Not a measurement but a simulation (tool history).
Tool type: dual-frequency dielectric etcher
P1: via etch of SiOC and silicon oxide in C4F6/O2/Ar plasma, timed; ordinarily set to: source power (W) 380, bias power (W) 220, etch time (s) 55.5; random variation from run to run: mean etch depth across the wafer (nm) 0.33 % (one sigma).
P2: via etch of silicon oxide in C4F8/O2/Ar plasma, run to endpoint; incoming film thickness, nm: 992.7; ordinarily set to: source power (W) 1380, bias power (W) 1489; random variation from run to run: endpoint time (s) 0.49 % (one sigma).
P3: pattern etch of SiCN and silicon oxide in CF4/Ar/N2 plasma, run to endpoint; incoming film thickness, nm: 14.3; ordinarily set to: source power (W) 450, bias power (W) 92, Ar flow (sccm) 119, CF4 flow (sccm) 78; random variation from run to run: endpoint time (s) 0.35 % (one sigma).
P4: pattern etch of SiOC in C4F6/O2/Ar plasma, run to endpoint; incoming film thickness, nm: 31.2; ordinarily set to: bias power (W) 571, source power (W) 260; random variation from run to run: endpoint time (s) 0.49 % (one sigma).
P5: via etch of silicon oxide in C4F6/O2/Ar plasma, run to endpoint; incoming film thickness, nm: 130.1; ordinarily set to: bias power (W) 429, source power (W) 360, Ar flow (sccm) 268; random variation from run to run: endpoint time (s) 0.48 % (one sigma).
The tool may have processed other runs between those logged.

run,day,process that ran,source power (W),bias power (W),etch time (s),Ar flow (sccm),CF4 flow (sccm),mean etch depth across the wafer (nm),endpoint time (s)
1,0.608,P1,380,220,55.5,,,65.798,
2,0.9,P3,450,71,,119,78,,16.829
3,1.208,P4,260,806,,,,,10.066
4,1.7,P5,490,429,,268,,,28.932
5,2.3,P1,380,278,30.5,,,39.357,
6,2.85,P4,260,571,,,,,11.407
7,3.438,P3,630,92,,119,78,,11.46
8,3.925,P3,450,92,,119,78,,15.364
9,4.229,P1,490,220,55.5,,,72.694,
10,4.742,P3,450,92,,84,78,,14.724
11,5.108,P5,360,261,,268,,,38.608
12,5.525,P1,380,220,81.5,,,97.279,
13,5.892,P4,260,571,,,,,11.565
14,6.171,P3,450,92,,119,103,,14.763
15,6.654,P5,360,429,,268,,,32.277
16,7.146,P1,380,220,55.5,,,66.063,
17,7.471,P1,240,220,55.5,,,55.759,
18,7.854,P1,380,220,39,,,46.421,
19,8.379,P1,380,220,55.5,,,65.98,
# day 8.542: source power generator calibrated
20,8.762,P4,350,571,,,,,10.321

Run 21 has not been measured yet. What should we expect?
21,9.221,P2,1710,1489,,,,,?

{"run 21": {"endpoint time (s)": 223.49}}
